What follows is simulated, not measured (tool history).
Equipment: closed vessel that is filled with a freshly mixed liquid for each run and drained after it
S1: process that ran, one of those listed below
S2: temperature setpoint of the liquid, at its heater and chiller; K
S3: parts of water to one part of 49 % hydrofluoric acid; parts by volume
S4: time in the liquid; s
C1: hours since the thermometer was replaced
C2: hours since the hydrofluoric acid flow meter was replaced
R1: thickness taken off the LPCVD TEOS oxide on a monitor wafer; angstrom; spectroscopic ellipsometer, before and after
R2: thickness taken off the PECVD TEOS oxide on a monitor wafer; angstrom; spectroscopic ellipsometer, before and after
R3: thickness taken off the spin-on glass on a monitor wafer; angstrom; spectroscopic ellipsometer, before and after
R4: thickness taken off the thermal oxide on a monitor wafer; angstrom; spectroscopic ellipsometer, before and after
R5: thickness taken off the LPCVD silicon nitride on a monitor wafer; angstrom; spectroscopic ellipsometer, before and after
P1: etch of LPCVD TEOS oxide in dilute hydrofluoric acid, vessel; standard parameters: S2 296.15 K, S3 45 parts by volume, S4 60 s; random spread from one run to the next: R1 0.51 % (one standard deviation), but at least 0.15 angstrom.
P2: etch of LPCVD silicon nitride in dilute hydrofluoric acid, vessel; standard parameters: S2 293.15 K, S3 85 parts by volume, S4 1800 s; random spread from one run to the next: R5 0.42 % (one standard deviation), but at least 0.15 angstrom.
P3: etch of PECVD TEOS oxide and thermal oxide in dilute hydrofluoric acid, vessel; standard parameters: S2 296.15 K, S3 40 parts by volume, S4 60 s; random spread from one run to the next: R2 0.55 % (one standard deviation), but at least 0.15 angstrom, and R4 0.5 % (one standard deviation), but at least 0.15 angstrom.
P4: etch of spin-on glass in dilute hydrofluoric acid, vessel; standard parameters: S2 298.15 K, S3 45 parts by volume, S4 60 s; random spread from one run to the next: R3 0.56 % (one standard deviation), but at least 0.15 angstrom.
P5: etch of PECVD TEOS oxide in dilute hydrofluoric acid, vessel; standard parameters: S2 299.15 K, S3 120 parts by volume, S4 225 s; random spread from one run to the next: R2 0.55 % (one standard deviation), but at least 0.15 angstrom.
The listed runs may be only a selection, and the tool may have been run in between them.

{"run": 1, "hour": 8.8, "S1": "P1", "S2": 296.15, "S3": 45, "S4": 60, "C1": 1483.8, "C2": 891.8, "R1": 601.22}
{"run": 2, "hour": 19.7, "S1": "P5", "S2": 304.15, "S3": 120, "S4": 225, "C1": 1494.7, "C2": 902.7, "R2": 401.79}
{"run": 3, "hour": 24.8, "S1": "P4", "S2": 298.15, "S3": 45, "S4": 110, "C1": 1499.8, "C2": 907.8, "R3": 1950.4}
{"run": 4, "hour": 29.8, "S1": "P5", "S2": 299.15, "S3": 120, "S4": 225, "C1": 1504.8, "C2": 912.8, "R2": 331.81}
{"run": 5, "hour": 35.8, "S1": "P1", "S2": 296.15, "S3": 45, "S4": 60, "C1": 1510.8, "C2": 918.8, "R1": 600.39}
{"run": 6, "hour": 45.2, "S1": "P1", "S2": 296.15, "S3": 45, "S4": 60, "C1": 1520.2, "C2": 928.2, "R1": 604.35}
{"run": 7, "hour": 55.2, "S1": "P3", "S2": 296.15, "S3": 65, "S4": 60, "C1": 1530.2, "C2": 938.2, "R2": 137.69, "R4": 41.4}
{"run": 8, "hour": 64.2, "S1": "P2", "S2": 293.15, "S3": 85, "S4": 3340, "C1": 1539.2, "C2": 947.2, "R5": 143.57}
{"run": 9, "hour": 70.4, "S1": "P4", "S2": 298.15, "S3": 25, "S4": 60, "C1": 1545.4, "C2": 953.4, "R3": 1971}
{"run": 10, "hour": 80.3, "S1": "P1", "S2": 296.15, "S3": 75, "S4": 60, "C1": 1555.3, "C2": 963.3, "R1": 348.65}
{"run": 11, "hour": 88.6, "S1": "P5", "S2": 299.15, "S3": 30, "S4": 225, "C1": 1563.6, "C2": 971.6, "R2": 1508.5}
{"run": 12, "hour": 94.4, "S1": "P1", "S2": 296.15, "S3": 45, "S4": 100, "C1": 1569.4, "C2": 977.4, "R1": 1004.8}
{"run": 13, "hour": 103.9, "S1": "P1", "S2": 296.15, "S3": 45, "S4": 30, "C1": 1578.9, "C2": 986.9, "R1": 302.21}
{"run": 14, "hour": 110.6, "S1": "P5", "S2": 299.15, "S3": 120, "S4": 370, "C1": 1585.6, "C2": 993.6, "R2": 547.1}
{"run": 15, "hour": 118.2, "S1": "P1", "S2": 296.15, "S3": 45, "S4": 60, "C1": 1593.2, "C2": 1001.2, "R1": 598.3}
{"run": 16, "hour": 124.3, "S1": "P3", "S2": 291.65, "S3": 40, "S4": 60, "C1": 1599.3, "C2": 1007.3, "R2": 190.95, "R4": 57.457}
{"run": 17, "hour": 133.8, "S1": "P2", "S2": 293.15, "S3": 85, "S4": 1800, "C1": 1608.8, "C2": 1016.8, "R5": 77.499}
{"run": 18, "hour": 141.3, "S1": "P1", "S2": 296.15, "S3": 30, "S4": 60, "C1": 1616.3, "C2": 1024.3, "R1": 920.78}
{"run": 19, "hour": 150.1, "S1": "P3", "S2": 296.15, "S3": 40, "S4": 60, "C1": 1625.1, "C2": 1033.1, "R2": 230.91, "R4": 69.399}
{"run": 20, "hour": 160.4, "S1": "P2", "S2": 299.15, "S3": 85, "S4": 1800, "C1": 1635.4, "C2": 1043.4, "R5": 116.03}
{"run": 21, "hour": 165.6, "S1": "P1", "S2": 290.15, "S3": 45, "S4": 60, "C1": 1640.6, "C2": 1048.6, "R1": 469.04}
{"run": 22, "hour": 171.1, "S1": "P3", "S2": 296.15, "S3": 40, "S4": 30, "C1": 1646.1, "C2": 1054.1, "R2": 116.4, "R4": 34.871}
{"run": 23, "hour": 177.9, "S1": "P2", "S2": 293.15, "S3": 140, "S4": 1800, "C1": 1652.9, "C2": 1060.9, "R5": 47.983}
{"run": 24, "hour": 185.1, "S1": "P4", "S2": 292.65, "S3": 45, "S4": 60, "C1": 1660.1, "C2": 1068.1, "R3": 843.84}
{"run": 25, "hour": 189.9, "S1": "P1", "S2": 296.15, "S3": 20, "S4": 90, "C1": 1664.9, "C2": 1072.9, "R1": 2087.4}
{"run": 26, "hour": 200.1, "S1": "P1", "S2": 296.15, "S3": 45, "S4": 60, "C1": 1675.1, "C2": 1083.1, "R1": 602}
{"run": 27, "hour": 209.8, "S1": "P1", "S2": 303.15, "S3": 45, "S4": 60, "C1": 1684.8, "C2": 1092.8, "R1": 800.37}
{"run": 28, "hour": 220.0, "S1": "P4", "S2": 298.15, "S3": 45, "S4": 60, "C1": 1695, "C2": 1103, "R3": 1064}
{"run": 29, "hour": 227.5, "S1": "P1", "S2": 296.15, "S3": 45, "S4": 60, "C1": 1702.5, "C2": 1110.5, "R1": 603.32}
{"run": 30, "hour": 235.3, "S1": "P1", "S2": 296.15, "S3": 45, "S4": 60, "C1": 1710.3, "C2": 1118.3, "R1": 618.73}

Run 31 has not been measured yet. What should we expect?
{"run": 31, "hour": 242.3, "S1": "P1", "S2": 296.15, "S3": 45, "S4": 60, "C1": 1717.3, "C2": 1125.3, "R1": "?"}

{"run 31": {"R1": 626.49}}

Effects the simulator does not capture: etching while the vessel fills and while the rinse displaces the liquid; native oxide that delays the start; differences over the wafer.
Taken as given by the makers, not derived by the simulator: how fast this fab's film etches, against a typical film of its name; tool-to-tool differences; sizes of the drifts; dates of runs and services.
